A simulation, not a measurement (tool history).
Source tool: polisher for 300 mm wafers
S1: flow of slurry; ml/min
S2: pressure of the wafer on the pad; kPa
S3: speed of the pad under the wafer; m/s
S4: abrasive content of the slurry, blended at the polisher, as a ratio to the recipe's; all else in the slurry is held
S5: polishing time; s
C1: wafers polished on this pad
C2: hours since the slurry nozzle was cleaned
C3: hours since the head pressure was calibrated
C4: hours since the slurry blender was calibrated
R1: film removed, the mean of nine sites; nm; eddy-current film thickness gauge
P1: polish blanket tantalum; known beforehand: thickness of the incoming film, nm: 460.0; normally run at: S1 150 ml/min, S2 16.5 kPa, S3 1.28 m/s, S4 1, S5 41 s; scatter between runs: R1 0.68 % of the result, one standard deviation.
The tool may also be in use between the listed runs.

run   hour   S1    S2    S3    S4  S5    C1     C2     C3     C4      R1
  1    4.4  150  16.5  1.28     1  41   340  228.1  142.4   45.4  87.977
  2   10.7   95  16.5  1.28     1  41   424  234.4  148.7   51.7  79.837
  3   14.7  150  16.5  1.82     1  41   477  238.4  152.7   55.7  125.36
  4     23  150  16.5  1.28     1  41   588  246.7    161     64  88.956
      27.9  -- head pressure recalibrated
  5   29.9  150  16.5  0.86     1  41   680  253.6    2.1   70.9      60
  6   37.5  150  16.5  1.28     1  41   781  261.2    9.7   78.5  89.373
  7   44.7  150  10.3  1.28     1  41   877  268.4   16.9   85.7  55.481
  8   49.3  225  16.5  1.28     1  41   938    273   21.5   90.3  94.198
  9   53.2  150  16.5  1.28     1  63   990  276.9   25.4   94.2  136.94
 10     61  150  16.5  1.28     1  41  1094  284.7   33.2    102  89.561
 11   68.3  150   9.7   1.6     1  41  1191    292   40.5  109.3  64.248
 12   74.3  150  16.5  1.28   0.5  41  1271    298   46.5  115.3  69.652
 13   81.9  150  16.5  1.28     1  41  1372  305.6   54.1  122.9  88.923
 14   86.7   95  16.5  1.86     1  41  1436  310.4   58.9  127.7  116.82
      91.8  -- slurry blender recalibrated
 15   92.6  150  16.5  1.28  1.35  41  1514  316.3   64.8    0.9  97.414
 16  100.7  150  16.5  1.28     1  27  1622  324.4   72.9      9  58.522
 17  108.4  150  23.4  1.28     1  41  1725  332.1   80.6   16.7  125.16
 18  116.6  150  16.5  1.28     1  41  1834  340.3   88.8   24.9  88.956
 19  124.5  150  16.5  1.28     1  41  1939  348.2   96.7   32.8  85.133
 20  131.6  150  16.5  1.28     1  41  2033  355.3  103.8   39.9  83.317
     131.8  -- worn pad replaced by a new one
 21  136.1  150  16.5  1.28     1  41    57  359.8  108.3   44.4  84.026
     138.1  -- head pressure recalibrated
 22    140  150  16.5  1.28     1  41   109  363.7      2   48.3  83.622
 23  147.2  150  16.5  1.28     1  41   205  370.9    9.2   55.5  82.966
 24  153.9  150  16.5  1.28     1  41   294  377.6   15.9   62.2  81.963

P1 no longer gives what it gave before; its output has crept away from where it was. The following 2 causes, each at its listed size, fit the log equally well:
A: abrasive missing from the slurry, % = 21.8
B: slurry flow missing at the pad, % = 31.1
The drift started at roughly hour 116.6.
What rules out each remaining cause:
removal rate lost through wear of the pad, %: serviced after onset, at hour 131.8, with no recovery of the prior output
head's pressure below its setpoint, %: serviced after onset, at hour 138.1, with no recovery of the prior output

You are offered 4 check runs, listed below with question marks in place of their results; each one averages 3 wafers. Which run separates the listed causes by giving clearly different results for each?
check 1  160.6  100  16.5  1.28   1  41                   ?
check 2  160.6  150  16.5  0.88   1  41                   ?
check 3  160.6  150    20  1.02   1  41                   ?
check 4  160.6  150  11.7  1.28   1  41                   ?

Outcome of each check run for each possible cause:
  check  result    if A    if B
check 1      R1  75.539  73.082
check 2      R1  56.535  56.526
check 3      R1  79.181  79.168
check 4      R1  58.248  58.239
Smallest distance between any two causes, each pair judged by its most separating result, in per cent: check 1 3.31 %; check 2 0.02 %; check 3 0.02 %; check 4 0.02 %
Check 1 is the one run that separates the causes; every other check would come out nearly the same whichever cause is at work.

The results of check 1 are: R1 75.425 nm. Based on these, which of the listed causes is it?

It is A: abrasive missing from the slurry, %.

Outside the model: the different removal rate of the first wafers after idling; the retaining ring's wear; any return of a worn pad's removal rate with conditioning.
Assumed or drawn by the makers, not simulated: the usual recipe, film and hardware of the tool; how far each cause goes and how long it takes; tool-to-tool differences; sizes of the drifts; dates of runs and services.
